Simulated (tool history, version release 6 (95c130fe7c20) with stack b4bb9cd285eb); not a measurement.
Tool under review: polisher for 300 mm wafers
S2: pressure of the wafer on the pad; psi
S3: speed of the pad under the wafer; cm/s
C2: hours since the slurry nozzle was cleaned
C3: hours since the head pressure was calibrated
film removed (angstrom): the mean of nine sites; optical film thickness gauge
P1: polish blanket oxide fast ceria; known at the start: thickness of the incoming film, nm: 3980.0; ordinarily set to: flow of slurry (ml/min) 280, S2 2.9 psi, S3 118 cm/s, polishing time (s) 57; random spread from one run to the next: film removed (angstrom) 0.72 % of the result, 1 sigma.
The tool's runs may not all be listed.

Run 1, hour 3.8: flow of slurry (ml/min) 280, S2 2.9 psi, S3 118 cm/s, polishing time (s) 57; wafers polished on this pad 835; C2 82.8; C3 159.3. Result: film removed (angstrom) 9078.4.
Run 2, hour 7.6: flow of slurry (ml/min) 280, S2 2.9 psi, S3 56 cm/s, polishing time (s) 57; wafers polished on this pad 858; C2 86.6; C3 163.1. Result: film removed (angstrom) 4324.7.
Run 3, hour 13.9: flow of slurry (ml/min) 170, S2 2.9 psi, S3 118 cm/s, polishing time (s) 57; wafers polished on this pad 897; C2 92.9; C3 169.4. Result: film removed (angstrom) 8434.1.
Run 4, hour 17.6: flow of slurry (ml/min) 280, S2 1.3 psi, S3 118 cm/s, polishing time (s) 57; wafers polished on this pad 919; C2 96.6; C3 173.1. Result: film removed (angstrom) 4052.1.
Run 5, hour 21.5: flow of slurry (ml/min) 435, S2 2.9 psi, S3 174 cm/s, polishing time (s) 57; wafers polished on this pad 943; C2 100.5; C3 177.0. Result: film removed (angstrom) 13871.0.
Run 6, hour 26.2: flow of slurry (ml/min) 280, S2 2.9 psi, S3 154 cm/s, polishing time (s) 57; wafers polished on this pad 971; C2 105.2; C3 181.7. Result: film removed (angstrom) 11813.0.
Run 7, hour 30.1: flow of slurry (ml/min) 280, S2 2.9 psi, S3 118 cm/s, polishing time (s) 38; wafers polished on this pad 995; C2 109.1; C3 185.6. Result: film removed (angstrom) 6058.6.
Run 8, hour 35.2: flow of slurry (ml/min) 370, S2 2.9 psi, S3 118 cm/s, polishing time (s) 57; wafers polished on this pad 1025; C2 114.2; C3 190.7. Result: film removed (angstrom) 9288.1.
Run 9, hour 40.0: flow of slurry (ml/min) 280, S2 2.9 psi, S3 118 cm/s, polishing time (s) 57; wafers polished on this pad 1055; C2 119.0; C3 195.5. Result: film removed (angstrom) 8962.6.
Run 10, hour 43.6: flow of slurry (ml/min) 420, S2 4.2 psi, S3 118 cm/s, polishing time (s) 57; wafers polished on this pad 1076; C2 122.6; C3 199.1. Result: film removed (angstrom) 13552.0.
Run 11, hour 48.3: flow of slurry (ml/min) 280, S2 4.1 psi, S3 118 cm/s, polishing time (s) 57; wafers polished on this pad 1105; C2 127.3; C3 203.8. Result: film removed (angstrom) 12772.0.
At hour 48.8: slurry nozzle cleaned.
Run 12, hour 53.6: flow of slurry (ml/min) 280, S2 2.9 psi, S3 118 cm/s, polishing time (s) 87; wafers polished on this pad 1137; C2 4.9; C3 209.1. Result: film removed (angstrom) 13754.0.
Run 13, hour 59.0: flow of slurry (ml/min) 280, S2 2.9 psi, S3 118 cm/s, polishing time (s) 57; wafers polished on this pad 1169; C2 10.3; C3 214.5. Result: film removed (angstrom) 9010.7.
Run 14, hour 63.0: flow of slurry (ml/min) 280, S2 3.9 psi, S3 118 cm/s, polishing time (s) 79; wafers polished on this pad 1194; C2 14.3; C3 218.5. Result: film removed (angstrom) 16961.0.
Run 15, hour 68.2: flow of slurry (ml/min) 280, S2 2.9 psi, S3 118 cm/s, polishing time (s) 57; wafers polished on this pad 1225; C2 19.5; C3 223.7. Result: film removed (angstrom) 9045.2.
Run 16, hour 71.9: flow of slurry (ml/min) 280, S2 2.9 psi, S3 118 cm/s, polishing time (s) 57; wafers polished on this pad 1248; C2 23.2; C3 227.4. Result: film removed (angstrom) 9047.3.
Run 17, hour 74.9: flow of slurry (ml/min) 280, S2 2.9 psi, S3 118 cm/s, polishing time (s) 57; wafers polished on this pad 1266; C2 26.2; C3 230.4. Result: film removed (angstrom) 8994.6.
Run 18, hour 81.2: flow of slurry (ml/min) 280, S2 2.9 psi, S3 118 cm/s, polishing time (s) 57; wafers polished on this pad 1304; C2 32.5; C3 236.7. Result: film removed (angstrom) 8846.1.

What does the tool deliver on the next run?
Run 19, hour 84.4: flow of slurry (ml/min) 280, S2 2.9 psi, S3 118 cm/s, polishing time (s) 57; wafers polished on this pad 1323; C2 35.7; C3 239.9. Result: film removed (angstrom) ?.

Run 19 gave film removed (angstrom) 8826.0.
